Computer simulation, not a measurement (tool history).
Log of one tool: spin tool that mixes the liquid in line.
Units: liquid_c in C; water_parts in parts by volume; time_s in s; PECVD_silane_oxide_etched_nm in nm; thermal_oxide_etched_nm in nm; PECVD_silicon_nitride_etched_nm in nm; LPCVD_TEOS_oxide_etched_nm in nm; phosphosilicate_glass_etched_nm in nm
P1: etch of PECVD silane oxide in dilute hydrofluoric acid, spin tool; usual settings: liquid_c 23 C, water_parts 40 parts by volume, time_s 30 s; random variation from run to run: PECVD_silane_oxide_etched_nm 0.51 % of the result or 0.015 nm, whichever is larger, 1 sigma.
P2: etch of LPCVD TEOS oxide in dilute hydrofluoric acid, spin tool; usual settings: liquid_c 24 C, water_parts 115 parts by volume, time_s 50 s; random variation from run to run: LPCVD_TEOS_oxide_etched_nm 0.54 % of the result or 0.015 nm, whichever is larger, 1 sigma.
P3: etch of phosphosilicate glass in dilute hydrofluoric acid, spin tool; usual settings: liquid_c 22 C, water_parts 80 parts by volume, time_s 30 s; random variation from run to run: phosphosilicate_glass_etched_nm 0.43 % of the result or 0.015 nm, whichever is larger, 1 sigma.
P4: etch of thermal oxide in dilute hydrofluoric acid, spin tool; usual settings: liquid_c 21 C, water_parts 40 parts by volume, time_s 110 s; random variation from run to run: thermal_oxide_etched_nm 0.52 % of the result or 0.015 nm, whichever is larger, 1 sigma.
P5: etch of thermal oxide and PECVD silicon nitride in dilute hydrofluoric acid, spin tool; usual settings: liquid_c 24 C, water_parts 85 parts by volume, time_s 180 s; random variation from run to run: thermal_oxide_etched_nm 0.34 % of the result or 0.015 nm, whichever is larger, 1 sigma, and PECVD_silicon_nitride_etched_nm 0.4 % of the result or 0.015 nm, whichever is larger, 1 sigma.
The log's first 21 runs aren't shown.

| run | hour | process | liquid_c | water_parts | time_s | PECVD_silane_oxide_etched_nm | thermal_oxide_etched_nm | PECVD_silicon_nitride_etched_nm | LPCVD_TEOS_oxide_etched_nm | phosphosilicate_glass_etched_nm |
|---|---|---|---|---|---|---|---|---|---|---|
| 22 | 220.1 | P3 | 22 | 80 | 30 |  |  |  |  | 65.345 |
| 23 | 231.2 | P1 | 23 | 40 | 30 | 33.125 |  |  |  |  |
|  | 231.3 | thermometer replaced |
| 24 | 240.9 | P3 | 22 | 80 | 30 |  |  |  |  | 65.678 |
| 25 | 251.8 | P3 | 22 | 20 | 30 |  |  |  |  | 281.34 |
| 26 | 265.1 | P1 | 23 | 40 | 30 | 33 |  |  |  |  |
| 27 | 277.2 | P2 | 24 | 115 | 75 |  |  |  | 12.508 |  |
| 28 | 288.3 | P1 | 28 | 40 | 15 | 20.277 |  |  |  |  |
| 29 | 299.3 | P1 | 23 | 20 | 30 | 67.727 |  |  |  |  |
| 30 | 310.4 | P1 | 23 | 55 | 45 | 35.154 |  |  |  |  |
| 31 | 317.3 | P1 | 23 | 40 | 55 | 60.696 |  |  |  |  |
| 32 | 329.3 | P1 | 23 | 40 | 30 | 33.537 |  |  |  |  |
| 33 | 338.7 | P1 | 23 | 40 | 30 | 31.947 |  |  |  |  |
| 34 | 351.3 | P1 | 23 | 40 | 30 | 31.174 |  |  |  |  |
| 35 | 360.1 | P1 | 23 | 40 | 30 | 30.838 |  |  |  |  |
| 36 | 366.7 | P1 | 23 | 40 | 30 | 30.948 |  |  |  |  |
| 37 | 375.4 | P1 | 23 | 40 | 30 | 30.744 |  |  |  |  |

Run 38 comes next. What will it give?
| 38 | 385.7 | P1 | 23 | 40 | 30 | ? |  |  |  |  |

PECVD_silane_oxide_etched_nm: 30.957 nm

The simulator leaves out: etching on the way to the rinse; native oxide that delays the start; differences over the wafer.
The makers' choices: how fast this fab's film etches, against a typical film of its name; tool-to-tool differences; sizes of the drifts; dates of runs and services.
